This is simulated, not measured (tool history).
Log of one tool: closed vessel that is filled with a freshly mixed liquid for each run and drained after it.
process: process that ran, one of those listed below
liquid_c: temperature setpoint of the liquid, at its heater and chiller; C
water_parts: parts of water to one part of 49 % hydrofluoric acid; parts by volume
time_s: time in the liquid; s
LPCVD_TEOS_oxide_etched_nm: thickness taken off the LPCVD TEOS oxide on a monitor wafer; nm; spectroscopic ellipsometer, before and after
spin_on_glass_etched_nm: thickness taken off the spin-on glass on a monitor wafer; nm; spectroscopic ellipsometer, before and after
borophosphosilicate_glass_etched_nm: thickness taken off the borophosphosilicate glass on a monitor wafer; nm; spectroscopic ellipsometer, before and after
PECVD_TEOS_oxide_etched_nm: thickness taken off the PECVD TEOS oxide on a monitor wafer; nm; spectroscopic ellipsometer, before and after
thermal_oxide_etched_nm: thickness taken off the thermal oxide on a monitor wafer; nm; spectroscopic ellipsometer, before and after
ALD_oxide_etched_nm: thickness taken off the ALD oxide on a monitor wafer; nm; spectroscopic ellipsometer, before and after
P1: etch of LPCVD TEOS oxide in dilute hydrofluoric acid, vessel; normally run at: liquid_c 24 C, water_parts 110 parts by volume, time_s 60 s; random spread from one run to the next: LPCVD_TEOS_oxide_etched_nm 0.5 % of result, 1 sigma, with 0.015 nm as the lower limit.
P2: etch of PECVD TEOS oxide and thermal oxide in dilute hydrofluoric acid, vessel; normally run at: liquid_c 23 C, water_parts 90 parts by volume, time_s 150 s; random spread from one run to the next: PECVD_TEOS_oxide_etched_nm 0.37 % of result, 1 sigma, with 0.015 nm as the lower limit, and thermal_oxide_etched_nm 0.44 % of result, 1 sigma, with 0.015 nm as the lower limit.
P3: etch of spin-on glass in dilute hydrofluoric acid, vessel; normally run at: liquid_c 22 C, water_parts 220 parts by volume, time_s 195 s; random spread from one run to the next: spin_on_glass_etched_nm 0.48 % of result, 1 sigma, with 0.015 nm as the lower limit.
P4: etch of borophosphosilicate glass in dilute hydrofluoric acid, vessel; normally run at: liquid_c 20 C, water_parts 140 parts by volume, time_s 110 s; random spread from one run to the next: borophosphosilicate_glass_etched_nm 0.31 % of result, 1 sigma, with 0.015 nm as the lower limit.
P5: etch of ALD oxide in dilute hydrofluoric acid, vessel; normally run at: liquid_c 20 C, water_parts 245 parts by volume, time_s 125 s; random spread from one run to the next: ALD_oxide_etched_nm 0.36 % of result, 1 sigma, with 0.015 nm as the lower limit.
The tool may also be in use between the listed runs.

| run | hour | process | liquid_c | water_parts | time_s | hours since the thermometer was replaced | hours since the hydrofluoric acid flow meter was replaced | LPCVD_TEOS_oxide_etched_nm | spin_on_glass_etched_nm | borophosphosilicate_glass_etched_nm | PECVD_TEOS_oxide_etched_nm | thermal_oxide_etched_nm | ALD_oxide_etched_nm |
|---|---|---|---|---|---|---|---|---|---|---|---|---|---|
| 1 | 16.1 | P1 | 24 | 110 | 60 | 972 | 255.5 | 11.334 |  |  |  |  |  |
| 2 | 24.8 | P3 | 22 | 220 | 360 | 980.7 | 264.2 |  | 61.164 |  |  |  |  |
| 3 | 35.7 | P1 | 17 | 110 | 60 | 991.6 | 275.1 | 8.4937 |  |  |  |  |  |
| 4 | 43.8 | P3 | 22 | 220 | 195 | 999.7 | 283.2 |  | 33.037 |  |  |  |  |
| 5 | 52.6 | P4 | 27.5 | 140 | 110 | 1008.5 | 292 |  |  | 36.666 |  |  |  |
| 6 | 64.6 | P1 | 24 | 110 | 30 | 1020.5 | 304 | 5.6356 |  |  |  |  |  |
| 7 | 72 | P2 | 23 | 90 | 35 | 1027.9 | 311.4 |  |  |  | 3.2954 | 1.7114 |  |
| 8 | 85.2 | P1 | 31 | 110 | 60 | 1041.1 | 324.6 | 14.743 |  |  |  |  |  |
| 9 | 98.4 | P1 | 24 | 50 | 60 | 1054.3 | 337.8 | 26.534 |  |  |  |  |  |
| 10 | 110.6 | P1 | 24 | 110 | 95 | 1066.5 | 350 | 18.025 |  |  |  |  |  |
| 11 | 119.2 | P5 | 17 | 245 | 125 | 1075.1 | 358.6 |  |  |  |  |  | 5.8256 |
| 12 | 135 | P5 | 20 | 245 | 125 | 1090.9 | 374.4 |  |  |  |  |  | 6.5451 |
| 13 | 151.5 | P3 | 22 | 405 | 195 | 1107.4 | 390.9 |  | 15.206 |  |  |  |  |
| 14 | 163.6 | P1 | 24 | 110 | 60 | 1119.5 | 403 | 11.204 |  |  |  |  |  |
| 15 | 173.1 | P1 | 30.5 | 110 | 30 | 1129 | 412.5 | 7.1752 |  |  |  |  |  |
| 16 | 188 | P2 | 17 | 90 | 150 | 1143.9 | 427.4 |  |  |  | 10.981 | 5.724 |  |
| 17 | 196.3 | P1 | 24 | 110 | 60 | 1152.2 | 435.7 | 11.191 |  |  |  |  |  |
| 18 | 208 | P2 | 23 | 150 | 150 | 1163.9 | 447.4 |  |  |  | 7.929 | 4.083 |  |
| 19 | 224 | P2 | 23 | 90 | 150 | 1179.9 | 463.4 |  |  |  | 14.257 | 7.3755 |  |
| 20 | 233.7 | P1 | 24 | 110 | 60 | 1189.6 | 473.1 | 11.227 |  |  |  |  |  |
| 21 | 248.5 | P3 | 22 | 220 | 195 | 1204.4 | 487.9 |  | 33.204 |  |  |  |  |
| 22 | 262.3 | P1 | 24 | 110 | 60 | 1218.2 | 501.7 | 11.235 |  |  |  |  |  |
| 23 | 275.9 | P3 | 29 | 220 | 195 | 1231.8 | 515.3 |  | 42.681 |  |  |  |  |
| 24 | 284.7 | P4 | 20 | 140 | 110 | 1240.6 | 524.1 |  |  | 27.541 |  |  |  |
| 25 | 298.4 | P5 | 20 | 100 | 125 | 1254.3 | 537.8 |  |  |  |  |  | 18.706 |
| 26 | 309.2 | P4 | 20 | 25 | 110 | 1265.1 | 548.6 |  |  | 175.75 |  |  |  |
| 27 | 316.6 | P4 | 20 | 140 | 210 | 1272.5 | 556 |  |  | 52.572 |  |  |  |

Estimate the outcome of run 28 from the log above:
| 28 | 331.2 | P5 | 20 | 245 | 250 | 1287.1 | 570.6 |  |  |  |  |  | ? |

{"run 28": {"ALD_oxide_etched_nm": 13.126}}
